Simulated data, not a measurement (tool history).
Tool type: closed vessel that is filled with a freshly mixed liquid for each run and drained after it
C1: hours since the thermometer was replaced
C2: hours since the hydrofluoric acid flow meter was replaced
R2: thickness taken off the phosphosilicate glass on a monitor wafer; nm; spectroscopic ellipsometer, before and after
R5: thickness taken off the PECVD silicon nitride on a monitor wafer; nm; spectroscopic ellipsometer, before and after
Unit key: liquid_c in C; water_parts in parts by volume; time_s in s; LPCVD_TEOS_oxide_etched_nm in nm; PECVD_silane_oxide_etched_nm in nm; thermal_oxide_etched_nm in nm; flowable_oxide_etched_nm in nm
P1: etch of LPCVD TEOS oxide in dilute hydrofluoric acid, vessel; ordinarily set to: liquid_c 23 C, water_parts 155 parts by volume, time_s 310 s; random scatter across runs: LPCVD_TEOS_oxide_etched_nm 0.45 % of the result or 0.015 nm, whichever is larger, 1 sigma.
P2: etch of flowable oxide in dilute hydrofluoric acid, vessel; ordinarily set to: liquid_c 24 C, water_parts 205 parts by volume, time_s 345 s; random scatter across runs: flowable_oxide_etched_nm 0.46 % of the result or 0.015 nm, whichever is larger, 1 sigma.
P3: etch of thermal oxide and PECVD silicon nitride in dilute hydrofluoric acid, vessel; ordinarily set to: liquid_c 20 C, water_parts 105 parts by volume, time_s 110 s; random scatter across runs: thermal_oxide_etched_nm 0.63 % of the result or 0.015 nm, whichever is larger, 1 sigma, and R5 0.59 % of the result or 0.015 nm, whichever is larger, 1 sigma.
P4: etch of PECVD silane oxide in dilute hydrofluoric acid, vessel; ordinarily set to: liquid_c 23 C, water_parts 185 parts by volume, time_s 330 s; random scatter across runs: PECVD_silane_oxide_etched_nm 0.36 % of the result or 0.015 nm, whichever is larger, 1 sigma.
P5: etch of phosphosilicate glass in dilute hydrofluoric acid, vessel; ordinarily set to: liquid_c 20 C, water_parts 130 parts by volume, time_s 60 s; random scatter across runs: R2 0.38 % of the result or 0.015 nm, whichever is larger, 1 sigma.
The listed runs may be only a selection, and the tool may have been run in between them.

Run 1, day 0.342: process P1, liquid_c 23 C, water_parts 155 parts by volume, time_s 310 s; C1 1830.9; C2 350.1. Result: LPCVD_TEOS_oxide_etched_nm 46.206 nm.
Run 2, day 0.708: process P5, liquid_c 20 C, water_parts 235 parts by volume, time_s 60 s; C1 1839.7; C2 358.9. Result: R2 38.154 nm.
Run 3, day 0.896: process P4, liquid_c 23 C, water_parts 185 parts by volume, time_s 330 s; C1 1844.2; C2 363.4. Result: PECVD_silane_oxide_etched_nm 35.958 nm.
Run 4, day 1.292: process P1, liquid_c 23 C, water_parts 155 parts by volume, time_s 145 s; C1 1853.7; C2 372.9. Result: LPCVD_TEOS_oxide_etched_nm 21.672 nm.
Run 5, day 1.579: process P1, liquid_c 23 C, water_parts 155 parts by volume, time_s 310 s; C1 1860.6; C2 379.8. Result: LPCVD_TEOS_oxide_etched_nm 46.933 nm.
Run 6, day 1.954: process P1, liquid_c 23 C, water_parts 80 parts by volume, time_s 310 s; C1 1869.6; C2 388.8. Result: LPCVD_TEOS_oxide_etched_nm 97.592 nm.
Run 7, day 2.138: process P1, liquid_c 23 C, water_parts 155 parts by volume, time_s 310 s; C1 1874; C2 393.2. Result: LPCVD_TEOS_oxide_etched_nm 46.245 nm.
Run 8, day 2.492: process P1, liquid_c 23 C, water_parts 155 parts by volume, time_s 445 s; C1 1882.5; C2 401.7. Result: LPCVD_TEOS_oxide_etched_nm 66.517 nm.
Run 9, day 2.788: process P1, liquid_c 17.5 C, water_parts 155 parts by volume, time_s 310 s; C1 1889.6; C2 408.8. Result: LPCVD_TEOS_oxide_etched_nm 37.432 nm.
Run 10, day 3.004: process P3, liquid_c 20 C, water_parts 45 parts by volume, time_s 110 s; C1 1894.8; C2 414. Result: thermal_oxide_etched_nm 10.508 nm, R5 10.611 nm.
Run 11, day 3.262: process P3, liquid_c 20 C, water_parts 105 parts by volume, time_s 190 s; C1 1901; C2 420.2. Result: thermal_oxide_etched_nm 7.2156 nm, R5 8.1962 nm.
Run 12, day 3.571: process P4, liquid_c 18.5 C, water_parts 185 parts by volume, time_s 330 s; C1 1908.4; C2 427.6. Result: PECVD_silane_oxide_etched_nm 30.356 nm.
Run 13, day 3.896: process P3, liquid_c 20 C, water_parts 105 parts by volume, time_s 110 s; C1 1916.2; C2 435.4. Result: thermal_oxide_etched_nm 4.2593 nm, R5 4.6915 nm.
Run 14, day 4.088: process P1, liquid_c 23 C, water_parts 230 parts by volume, time_s 310 s; C1 1920.8; C2 440. Result: LPCVD_TEOS_oxide_etched_nm 29.016 nm.
Run 15, day 4.388: process P2, liquid_c 24 C, water_parts 205 parts by volume, time_s 580 s; C1 1928; C2 447.2. Result: flowable_oxide_etched_nm 78.085 nm.
Run 16, day 4.779: process P5, liquid_c 26 C, water_parts 130 parts by volume, time_s 60 s; C1 1937.4; C2 456.6. Result: R2 96.13 nm.
Run 17, day 4.971: process P4, liquid_c 23 C, water_parts 250 parts by volume, time_s 330 s; C1 1942; C2 461.2. Result: PECVD_silane_oxide_etched_nm 24.867 nm.
Run 18, day 5.367: process P2, liquid_c 24 C, water_parts 205 parts by volume, time_s 345 s; C1 1951.5; C2 470.7. Result: flowable_oxide_etched_nm 46.721 nm.
Run 19, day 5.542: process P5, liquid_c 20 C, water_parts 130 parts by volume, time_s 30 s; C1 1955.7; C2 474.9. Result: R2 38.333 nm.
Run 20, day 5.912: process P2, liquid_c 24 C, water_parts 310 parts by volume, time_s 345 s; C1 1964.6; C2 483.8. Result: flowable_oxide_etched_nm 27.429 nm.
Run 21, day 6.254: process P4, liquid_c 23 C, water_parts 185 parts by volume, time_s 570 s; C1 1972.8; C2 492. Result: PECVD_silane_oxide_etched_nm 62.089 nm.
Run 22, day 6.475: process P3, liquid_c 24.5 C, water_parts 105 parts by volume, time_s 110 s; C1 1978.1; C2 497.3. Result: thermal_oxide_etched_nm 4.9698 nm, R5 6.3898 nm.
Run 23, day 6.762: process P2, liquid_c 24 C, water_parts 205 parts by volume, time_s 345 s; C1 1985; C2 504.2. Result: flowable_oxide_etched_nm 46.513 nm.
Run 24, day 7.025: process P1, liquid_c 23 C, water_parts 155 parts by volume, time_s 310 s; C1 1991.3; C2 510.5. Result: LPCVD_TEOS_oxide_etched_nm 46.501 nm.
Run 25, day 7.204: process P1, liquid_c 23 C, water_parts 70 parts by volume, time_s 590 s; C1 1995.6; C2 514.8. Result: LPCVD_TEOS_oxide_etched_nm 216.2 nm.
Run 26, day 7.475: process P1, liquid_c 23 C, water_parts 155 parts by volume, time_s 310 s; C1 2002.1; C2 521.3. Result: LPCVD_TEOS_oxide_etched_nm 46.476 nm.
Run 27, day 7.779: process P5, liquid_c 20 C, water_parts 130 parts by volume, time_s 60 s; C1 2009.4; C2 528.6. Result: R2 76.589 nm.
Run 28, day 8.108: process P2, liquid_c 19 C, water_parts 205 parts by volume, time_s 345 s; C1 2017.3; C2 536.5. Result: flowable_oxide_etched_nm 38.685 nm.
Run 29, day 8.475: process P1, liquid_c 30 C, water_parts 155 parts by volume, time_s 310 s; C1 2026.1; C2 545.3. Result: LPCVD_TEOS_oxide_etched_nm 59.848 nm.
Run 30, day 8.671: process P1, liquid_c 23 C, water_parts 155 parts by volume, time_s 310 s; C1 2030.8; C2 550. Result: LPCVD_TEOS_oxide_etched_nm 46.395 nm.
Run 31, day 8.892: process P1, liquid_c 23 C, water_parts 155 parts by volume, time_s 310 s; C1 2036.1; C2 555.3. Result: LPCVD_TEOS_oxide_etched_nm 44.614 nm.
Run 32, day 9.15: process P1, liquid_c 23 C, water_parts 155 parts by volume, time_s 310 s; C1 2042.3; C2 561.5. Result: LPCVD_TEOS_oxide_etched_nm 43.705 nm.
Run 33, day 9.479: process P1, liquid_c 23 C, water_parts 155 parts by volume, time_s 310 s; C1 2050.2; C2 569.4. Result: LPCVD_TEOS_oxide_etched_nm 43.257 nm.
Run 34, day 9.812: process P1, liquid_c 23 C, water_parts 155 parts by volume, time_s 310 s; C1 2058.2; C2 577.4. Result: LPCVD_TEOS_oxide_etched_nm 42.507 nm.
Run 35, day 10.058: process P1, liquid_c 23 C, water_parts 155 parts by volume, time_s 310 s; C1 2064.1; C2 583.3. Result: LPCVD_TEOS_oxide_etched_nm 42.683 nm.
Run 36, day 10.446: process P1, liquid_c 23 C, water_parts 155 parts by volume, time_s 310 s; C1 2073.4; C2 592.6. Result: LPCVD_TEOS_oxide_etched_nm 42.321 nm.

Compared with where it was, what P1 gives has crept away. Each cause listed below fits the log as well as the rest, at the size given for it:
A: hydrofluoric acid flow below the setpoint (%) = 7.45
B: liquid colder than its thermometer reads (K) = 2.35
At approximately day 8.671, the process output began to creep.

Which of the 4 check runs listed below separates the causes, so that each cause would produce a clearly different result? Each run uses one wafer, and its results are marked with question marks.
Run check 1, day 10.833: process P4, liquid_c 23 C, water_parts 185 parts by volume, time_s 330 s. Result: PECVD_silane_oxide_etched_nm ?.
Run check 2, day 10.833: process P5, liquid_c 20 C, water_parts 130 parts by volume, time_s 60 s. Result: R2 ?.
Run check 3, day 10.833: process P3, liquid_c 20 C, water_parts 105 parts by volume, time_s 110 s. Result: thermal_oxide_etched_nm ?, R5 ?.
Run check 4, day 10.833: process P2, liquid_c 24 C, water_parts 205 parts by volume, time_s 345 s. Result: flowable_oxide_etched_nm ?.

Predicted outcomes, by check and by cause:
  check                        result    if A    if B
check 1  PECVD_silane_oxide_etched_nm  32.869  32.981
check 2                            R2  70.157  69.649
check 3       thermal_oxide_etched_nm  3.8496  3.8093
check 3                            R5  4.3354  3.9794
check 4      flowable_oxide_etched_nm  42.459  42.766
Distance between the nearest two causes, measured in the result of the check that separates them most: check 1 0.34 %; check 2 0.73 %; check 3 8.57 %; check 4 0.72 %
Check 3 tells the causes apart: in the others they would give nearly the same result.

Check 3 has now been run. It gave: thermal_oxide_etched_nm 3.7477 nm; R5 3.9826 nm. Which of the candidate causes is it?

It was cause B: liquid colder than its thermometer reads (K).
